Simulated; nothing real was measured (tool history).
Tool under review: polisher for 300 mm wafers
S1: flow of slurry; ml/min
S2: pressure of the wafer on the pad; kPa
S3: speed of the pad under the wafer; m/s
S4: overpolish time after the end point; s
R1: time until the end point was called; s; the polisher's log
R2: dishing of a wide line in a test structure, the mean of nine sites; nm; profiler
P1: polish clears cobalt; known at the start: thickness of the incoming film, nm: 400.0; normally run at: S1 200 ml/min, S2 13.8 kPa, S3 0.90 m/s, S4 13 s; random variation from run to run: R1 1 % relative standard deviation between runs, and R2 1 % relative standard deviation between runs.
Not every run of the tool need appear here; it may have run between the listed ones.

{"run": 1, "hour": 14.4, "S1": 200, "S2": 13.8, "S3": 0.9, "S4": 13, "R1": 81.655, "R2": 20.748}
{"run": 2, "hour": 24.3, "S1": 200, "S2": 13.8, "S3": 0.9, "S4": 13, "R1": 81.304, "R2": 20.664}
{"run": 3, "hour": 37.6, "S1": 200, "S2": 13.8, "S3": 0.9, "S4": 13, "R1": 81.777, "R2": 20.778}
{"run": 4, "hour": 47.0, "S1": 200, "S2": 7.6, "S3": 0.9, "S4": 13, "R1": 150.33, "R2": 17.8}
{"run": 5, "hour": 58.7, "S1": 200, "S2": 13.8, "S3": 0.9, "S4": 13, "R1": 83.165, "R2": 20.945}
{"run": 6, "hour": 72.8, "S1": 200, "S2": 13.8, "S3": 0.9, "S4": 13, "R1": 82.519, "R2": 20.835}
{"run": 7, "hour": 85.0, "S1": 200, "S2": 21.4, "S3": 0.9, "S4": 13, "R1": 53.343, "R2": 21.568}
{"run": 8, "hour": 93.0, "S1": 315, "S2": 13.8, "S3": 0.9, "S4": 13, "R1": 78.13, "R2": 21.03}
{"run": 9, "hour": 105.2, "S1": 150, "S2": 20.0, "S3": 0.9, "S4": 13, "R1": 59.78, "R2": 21.71}
{"run": 10, "hour": 114.2, "S1": 200, "S2": 13.8, "S3": 0.9, "S4": 13, "R1": 82.134, "R2": 21.03}
{"run": 11, "hour": 126.6, "S1": 120, "S2": 13.8, "S3": 0.9, "S4": 13, "R1": 91.422, "R2": 20.828}
{"run": 12, "hour": 142.4, "S1": 200, "S2": 13.8, "S3": 0.9, "S4": 24, "R1": 82.179, "R2": 22.182}
{"run": 13, "hour": 157.3, "S1": 200, "S2": 13.8, "S3": 1.42, "S4": 13, "R1": 52.864, "R2": 21.71}
{"run": 14, "hour": 170.2, "S1": 200, "S2": 13.8, "S3": 0.9, "S4": 4, "R1": 81.778, "R2": 13.0}
{"run": 15, "hour": 179.4, "S1": 200, "S2": 13.8, "S3": 0.46, "S4": 13, "R1": 159.41, "R2": 17.28}
{"run": 16, "hour": 191.1, "S1": 200, "S2": 13.8, "S3": 0.9, "S4": 13, "R1": 82.13, "R2": 21.1}
{"run": 17, "hour": 201.4, "S1": 200, "S2": 13.8, "S3": 0.54, "S4": 8, "R1": 138.86, "R2": 14.456}
{"run": 18, "hour": 209.5, "S1": 120, "S2": 6.2, "S3": 0.9, "S4": 13, "R1": 196.11, "R2": 15.651}
{"run": 19, "hour": 218.1, "S1": 200, "S2": 13.8, "S3": 0.9, "S4": 13, "R1": 83.014, "R2": 20.948}
{"run": 20, "hour": 232.2, "S1": 200, "S2": 13.8, "S3": 0.9, "S4": 13, "R1": 84.014, "R2": 20.692}
{"run": 21, "hour": 247.5, "S1": 200, "S2": 13.8, "S3": 0.9, "S4": 13, "R1": 86.485, "R2": 21.223}
{"run": 22, "hour": 255.7, "S1": 200, "S2": 13.8, "S3": 0.9, "S4": 13, "R1": 84.376, "R2": 20.832}
{"run": 23, "hour": 267.0, "S1": 200, "S2": 13.8, "S3": 0.9, "S4": 13, "R1": 86.281, "R2": 20.72}

Forecast run 24:
{"hour": 273.1, "done": "head pressure recalibrated"}
{"run": 24, "hour": 282.5, "S1": 200, "S2": 13.8, "S3": 0.9, "S4": 13, "R1": "?", "R2": "?"}

Run 24 measured R1 85.497 s, R2 20.597 nm.
